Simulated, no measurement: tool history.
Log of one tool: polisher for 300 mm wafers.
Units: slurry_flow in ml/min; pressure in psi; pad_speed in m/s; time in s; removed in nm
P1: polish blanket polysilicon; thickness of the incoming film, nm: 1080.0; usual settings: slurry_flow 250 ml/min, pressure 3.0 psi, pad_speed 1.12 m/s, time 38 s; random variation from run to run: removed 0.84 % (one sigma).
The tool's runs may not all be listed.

run   hour  slurry_flow  pressure  pad_speed  time  wafers polished on this pad  hours since the slurry nozzle was cleaned  hours since the head pressure was calibrated  removed
  1    4.2          250       3.0       1.12    38                          442                                      334.2                                         186.1   358.62
  2   12.2          250       3.0       0.50    38                          511                                      342.2                                         194.1   160.62
  3   16.4          250       3.0       1.12    51                          547                                      346.4                                         198.3   480.90
  4   23.8          250       3.0       1.12    38                          611                                      353.8                                         205.7   357.54
  5   29.4          250       3.0       1.12    38                          659                                      359.4                                         211.3   361.82
  6   34.5          250       3.0       1.12    38                          703                                      364.5                                         216.4   352.65
  7   38.8          250       4.0       1.12    54                          740                                      368.8                                         220.7   681.02
  8   45.8          250       3.0       1.12    19                          800                                      375.8                                         227.7   178.83
  9   51.4          325       3.0       1.12    56                          849                                      381.4                                         233.3   553.32
 10   55.6          150       3.0       1.12    38                          885                                      385.6                                         237.5   333.37
 11   62.6          250       4.4       1.12    38                          945                                      392.6                                         244.5   525.41
 12   68.8          250       3.0       1.74    38                          999                                      398.8                                         250.7   561.42
 13   75.8          330       3.0       1.12    38                         1059                                      405.8                                         257.7   371.85
 14   81.1          250       3.0       1.12    38                         1105                                      411.1                                         263.0   360.11
 15   88.1          250       1.7       1.12    38                         1165                                      418.1                                         270.0   203.16
 16   94.8          395       1.9       1.12    38                         1223                                      424.8                                         276.7   238.29
 17  102.9          250       3.0       1.12    38                         1293                                      432.9                                         284.8   359.00
 18  107.2          250       3.0       1.12    38                         1330                                      437.2                                         289.1   356.04
 19  114.9          250       3.0       1.12    38                         1396                                      444.9                                         296.8   348.07
 20  120.8          250       3.0       1.12    38                         1447                                      450.8                                         302.7   344.25
 21  124.9          250       3.0       1.12    38                         1483                                      454.9                                         306.8   346.09
 22  130.8          250       3.0       1.12    38                         1533                                      460.8                                         312.7   340.14
     136.2  -- head pressure recalibrated
 23  137.5          250       3.0       1.12    38                         1591                                      467.5                                           1.4   340.68
 24  145.0          250       3.0       1.12    38                         1656                                      475.0                                           8.9   339.49

Run 25 comes next. What will it give?
 25  152.4          250       3.0       1.12    38                         1720                                      482.4                                          16.3        ?

{"run 25": {"removed": 344.5}}

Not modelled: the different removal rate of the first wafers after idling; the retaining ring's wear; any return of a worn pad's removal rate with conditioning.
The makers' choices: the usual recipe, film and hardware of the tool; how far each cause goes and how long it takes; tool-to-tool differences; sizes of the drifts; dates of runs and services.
